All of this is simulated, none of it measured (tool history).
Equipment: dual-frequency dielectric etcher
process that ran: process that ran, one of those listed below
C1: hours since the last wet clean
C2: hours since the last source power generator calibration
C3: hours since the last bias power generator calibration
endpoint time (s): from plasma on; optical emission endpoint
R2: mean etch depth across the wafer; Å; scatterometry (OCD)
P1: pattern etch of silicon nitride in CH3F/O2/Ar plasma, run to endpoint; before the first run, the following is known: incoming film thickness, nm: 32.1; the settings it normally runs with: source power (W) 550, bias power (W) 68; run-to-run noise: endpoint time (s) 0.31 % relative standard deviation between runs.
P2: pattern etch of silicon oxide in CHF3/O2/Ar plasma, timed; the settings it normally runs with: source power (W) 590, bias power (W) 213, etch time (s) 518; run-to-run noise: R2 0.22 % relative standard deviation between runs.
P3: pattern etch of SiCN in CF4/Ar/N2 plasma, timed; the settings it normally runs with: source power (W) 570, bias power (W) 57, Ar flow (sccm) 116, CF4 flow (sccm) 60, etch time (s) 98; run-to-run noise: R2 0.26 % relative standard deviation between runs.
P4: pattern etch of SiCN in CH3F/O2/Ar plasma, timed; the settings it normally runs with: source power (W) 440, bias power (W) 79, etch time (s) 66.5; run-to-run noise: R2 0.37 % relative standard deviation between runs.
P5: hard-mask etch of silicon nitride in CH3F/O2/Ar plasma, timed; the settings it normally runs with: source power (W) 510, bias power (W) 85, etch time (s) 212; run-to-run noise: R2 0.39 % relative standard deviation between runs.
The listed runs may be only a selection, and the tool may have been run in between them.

{"run": 1, "hour": 2.7, "process that ran": "P1", "source power (W)": 550, "bias power (W)": 68, "C1": 437.8, "C2": 1235.5, "C3": 1293.9, "endpoint time (s)": 41.575}
{"run": 2, "hour": 6.0, "process that ran": "P4", "source power (W)": 440, "bias power (W)": 106, "etch time (s)": 66.5, "C1": 441.1, "C2": 1238.8, "C3": 1297.2, "R2": 306}
{"run": 3, "hour": 8.1, "process that ran": "P4", "source power (W)": 440, "bias power (W)": 79, "etch time (s)": 66.5, "C1": 443.2, "C2": 1240.9, "C3": 1299.3, "R2": 272.87}
{"run": 4, "hour": 12.5, "process that ran": "P1", "source power (W)": 340, "bias power (W)": 68, "C1": 447.6, "C2": 1245.3, "C3": 1303.7, "endpoint time (s)": 50.141}
{"run": 5, "hour": 15.7, "process that ran": "P3", "source power (W)": 570, "bias power (W)": 57, "etch time (s)": 140, "Ar flow (sccm)": 116, "CF4 flow (sccm)": 60, "C1": 450.8, "C2": 1248.5, "C3": 1306.9, "R2": 1328.7}
{"run": 6, "hour": 17.9, "process that ran": "P1", "source power (W)": 550, "bias power (W)": 68, "C1": 453, "C2": 1250.7, "C3": 1309.1, "endpoint time (s)": 41.634}
{"run": 7, "hour": 20.1, "process that ran": "P4", "source power (W)": 530, "bias power (W)": 79, "etch time (s)": 66.5, "C1": 455.2, "C2": 1252.9, "C3": 1311.3, "R2": 292.75}
{"run": 8, "hour": 22.4, "process that ran": "P1", "source power (W)": 550, "bias power (W)": 68, "C1": 457.5, "C2": 1255.2, "C3": 1313.6, "endpoint time (s)": 41.697}
{"run": 9, "hour": 25.0, "process that ran": "P1", "source power (W)": 640, "bias power (W)": 51, "C1": 460.1, "C2": 1257.8, "C3": 1316.2, "endpoint time (s)": 43.031}
{"run": 10, "hour": 28.2, "process that ran": "P3", "source power (W)": 570, "bias power (W)": 57, "etch time (s)": 98, "Ar flow (sccm)": 116, "CF4 flow (sccm)": 60, "C1": 463.3, "C2": 1261, "C3": 1319.4, "R2": 926.24}
{"run": 11, "hour": 31.6, "process that ran": "P2", "source power (W)": 590, "bias power (W)": 213, "etch time (s)": 518, "C1": 466.7, "C2": 1264.4, "C3": 1322.8, "R2": 10945}
{"hour": 32.6, "done": "wet clean of the chamber"}
{"run": 12, "hour": 34.2, "process that ran": "P2", "source power (W)": 590, "bias power (W)": 145, "etch time (s)": 518, "C1": 1.7, "C2": 1267, "C3": 1325.4, "R2": 9590.6}
{"run": 13, "hour": 38.6, "process that ran": "P3", "source power (W)": 570, "bias power (W)": 57, "etch time (s)": 98, "Ar flow (sccm)": 75, "CF4 flow (sccm)": 60, "C1": 6.1, "C2": 1271.4, "C3": 1329.8, "R2": 999.48}
{"run": 14, "hour": 42.3, "process that ran": "P5", "source power (W)": 510, "bias power (W)": 85, "etch time (s)": 315.5, "C1": 9.8, "C2": 1275.1, "C3": 1333.5, "R2": 2550.8}
{"run": 15, "hour": 44.8, "process that ran": "P2", "source power (W)": 590, "bias power (W)": 213, "etch time (s)": 697, "C1": 12.3, "C2": 1277.6, "C3": 1336, "R2": 14662}
{"run": 16, "hour": 48.3, "process that ran": "P1", "source power (W)": 430, "bias power (W)": 81, "C1": 15.8, "C2": 1281.1, "C3": 1339.5, "endpoint time (s)": 43.381}
{"run": 17, "hour": 51.7, "process that ran": "P5", "source power (W)": 510, "bias power (W)": 116, "etch time (s)": 212, "C1": 19.2, "C2": 1284.5, "C3": 1342.9, "R2": 1905.5}
{"run": 18, "hour": 54.0, "process that ran": "P5", "source power (W)": 510, "bias power (W)": 85, "etch time (s)": 212, "C1": 21.5, "C2": 1286.8, "C3": 1345.2, "R2": 1716.2}
{"run": 19, "hour": 57.9, "process that ran": "P5", "source power (W)": 510, "bias power (W)": 85, "etch time (s)": 212, "C1": 25.4, "C2": 1290.7, "C3": 1349.1, "R2": 1702.8}
{"run": 20, "hour": 59.9, "process that ran": "P4", "source power (W)": 440, "bias power (W)": 79, "etch time (s)": 92.5, "C1": 27.4, "C2": 1292.7, "C3": 1351.1, "R2": 380.51}
{"run": 21, "hour": 63.6, "process that ran": "P3", "source power (W)": 570, "bias power (W)": 57, "etch time (s)": 98, "Ar flow (sccm)": 116, "CF4 flow (sccm)": 81, "C1": 31.1, "C2": 1296.4, "C3": 1354.8, "R2": 974.72}
{"run": 22, "hour": 67.8, "process that ran": "P1", "source power (W)": 740, "bias power (W)": 68, "C1": 35.3, "C2": 1300.6, "C3": 1359, "endpoint time (s)": 37.097}
{"run": 23, "hour": 70.8, "process that ran": "P1", "source power (W)": 550, "bias power (W)": 68, "C1": 38.3, "C2": 1303.6, "C3": 1362, "endpoint time (s)": 41.822}
{"run": 24, "hour": 72.9, "process that ran": "P3", "source power (W)": 570, "bias power (W)": 34, "etch time (s)": 98, "Ar flow (sccm)": 116, "CF4 flow (sccm)": 60, "C1": 40.4, "C2": 1305.7, "C3": 1364.1, "R2": 784.22}
{"run": 25, "hour": 76.9, "process that ran": "P1", "source power (W)": 550, "bias power (W)": 68, "C1": 44.4, "C2": 1309.7, "C3": 1368.1, "endpoint time (s)": 41.777}
{"run": 26, "hour": 80.1, "process that ran": "P5", "source power (W)": 330, "bias power (W)": 85, "etch time (s)": 212, "C1": 47.6, "C2": 1312.9, "C3": 1371.3, "R2": 1452}
{"run": 27, "hour": 82.0, "process that ran": "P2", "source power (W)": 810, "bias power (W)": 213, "etch time (s)": 518, "C1": 49.5, "C2": 1314.8, "C3": 1373.2, "R2": 12320}
{"run": 28, "hour": 85.0, "process that ran": "P1", "source power (W)": 550, "bias power (W)": 68, "C1": 52.5, "C2": 1317.8, "C3": 1376.2, "endpoint time (s)": 41.879}
{"run": 29, "hour": 88.2, "process that ran": "P1", "source power (W)": 550, "bias power (W)": 52, "C1": 55.7, "C2": 1321, "C3": 1379.4, "endpoint time (s)": 45.588}
{"run": 30, "hour": 90.8, "process that ran": "P1", "source power (W)": 550, "bias power (W)": 82, "C1": 58.3, "C2": 1323.6, "C3": 1382, "endpoint time (s)": 39.166}
{"run": 31, "hour": 94.7, "process that ran": "P1", "source power (W)": 440, "bias power (W)": 50, "C1": 62.2, "C2": 1327.5, "C3": 1385.9, "endpoint time (s)": 50.178}
{"run": 32, "hour": 97.4, "process that ran": "P2", "source power (W)": 590, "bias power (W)": 213, "etch time (s)": 518, "C1": 64.9, "C2": 1330.2, "C3": 1388.6, "R2": 10934}
{"run": 33, "hour": 101.1, "process that ran": "P3", "source power (W)": 570, "bias power (W)": 57, "etch time (s)": 98, "Ar flow (sccm)": 116, "CF4 flow (sccm)": 60, "C1": 68.6, "C2": 1333.9, "C3": 1392.3, "R2": 923.66}
{"run": 34, "hour": 103.3, "process that ran": "P3", "source power (W)": 350, "bias power (W)": 57, "etch time (s)": 98, "Ar flow (sccm)": 116, "CF4 flow (sccm)": 60, "C1": 70.8, "C2": 1336.1, "C3": 1394.5, "R2": 605.06}
{"run": 35, "hour": 106.3, "process that ran": "P1", "source power (W)": 550, "bias power (W)": 68, "C1": 73.8, "C2": 1339.1, "C3": 1397.5, "endpoint time (s)": 41.933}
{"run": 36, "hour": 109.4, "process that ran": "P1", "source power (W)": 550, "bias power (W)": 68, "C1": 76.9, "C2": 1342.2, "C3": 1400.6, "endpoint time (s)": 42.046}
{"run": 37, "hour": 113.3, "process that ran": "P1", "source power (W)": 550, "bias power (W)": 68, "C1": 80.8, "C2": 1346.1, "C3": 1404.5, "endpoint time (s)": 42.234}
{"run": 38, "hour": 117.2, "process that ran": "P1", "source power (W)": 550, "bias power (W)": 68, "C1": 84.7, "C2": 1350, "C3": 1408.4, "endpoint time (s)": 42.232}
{"hour": 119.6, "done": "wet clean of the chamber"}
{"run": 39, "hour": 120.2, "process that ran": "P1", "source power (W)": 550, "bias power (W)": 68, "C1": 0.7, "C2": 1353, "C3": 1411.4, "endpoint time (s)": 42.452}
{"run": 40, "hour": 122.3, "process that ran": "P1", "source power (W)": 550, "bias power (W)": 68, "C1": 2.8, "C2": 1355.1, "C3": 1413.5, "endpoint time (s)": 42.288}
{"run": 41, "hour": 124.5, "process that ran": "P1", "source power (W)": 550, "bias power (W)": 68, "C1": 5, "C2": 1357.3, "C3": 1415.7, "endpoint time (s)": 42.344}

Compared with where it was, what P1 gives has crept away. Each cause listed below fits the log as well as the rest, at the size given for it:
A: bias power that arrives under what is set, % = 4.61
B: source power that arrives under what is set, % = 3.95
The process output started creeping at around hour 106.3.
Excluded causes, each with its reason:
chamber walls in a state that lowers the etch rate, %: its service at hour 119.6 followed the start of the drift and did not put the process back to its old value

Below are 4 check runs, each on a single wafer, with their results shown as question marks. Which of them would tell the listed causes apart, meaning the causes would give clearly different results under it?
{"run": "check 1", "hour": 126.7, "process that ran": "P5", "source power (W)": 330, "bias power (W)": 85, "etch time (s)": 302, "R2": "?"}
{"run": "check 2", "hour": 126.7, "process that ran": "P4", "source power (W)": 440, "bias power (W)": 102, "etch time (s)": 89.5, "R2": "?"}
{"run": "check 3", "hour": 126.7, "process that ran": "P3", "source power (W)": 360, "bias power (W)": 40, "etch time (s)": 98, "Ar flow (sccm)": 116, "CF4 flow (sccm)": 60, "R2": "?"}
{"run": "check 4", "hour": 126.7, "process that ran": "P2", "source power (W)": 700, "bias power (W)": 213, "etch time (s)": 518, "R2": "?"}

Outcome of each check run for each possible cause:
check=check_1 result=R2 if_A=2033.2 if_B=2037
check=check_2 result=R2 if_A=394.97 if_B=396.08
check=check_3 result=R2 if_A=539.48 if_B=528.58
check=check_4 result=R2 if_A=11494 if_B=11504
Per-check spread between the two closest causes, in the result where they differ most: check 1 0.19 %; check 2 0.28 %; check 3 2.04 %; check 4 0.08 %
Check 3 is the one run that separates the causes; every other check would come out nearly the same whichever cause is at work.

With check 3 done, the readings were: R2 528.39 Å. Identify which of the listed causes applies.

B is the cause: source power that arrives under what is set, %.

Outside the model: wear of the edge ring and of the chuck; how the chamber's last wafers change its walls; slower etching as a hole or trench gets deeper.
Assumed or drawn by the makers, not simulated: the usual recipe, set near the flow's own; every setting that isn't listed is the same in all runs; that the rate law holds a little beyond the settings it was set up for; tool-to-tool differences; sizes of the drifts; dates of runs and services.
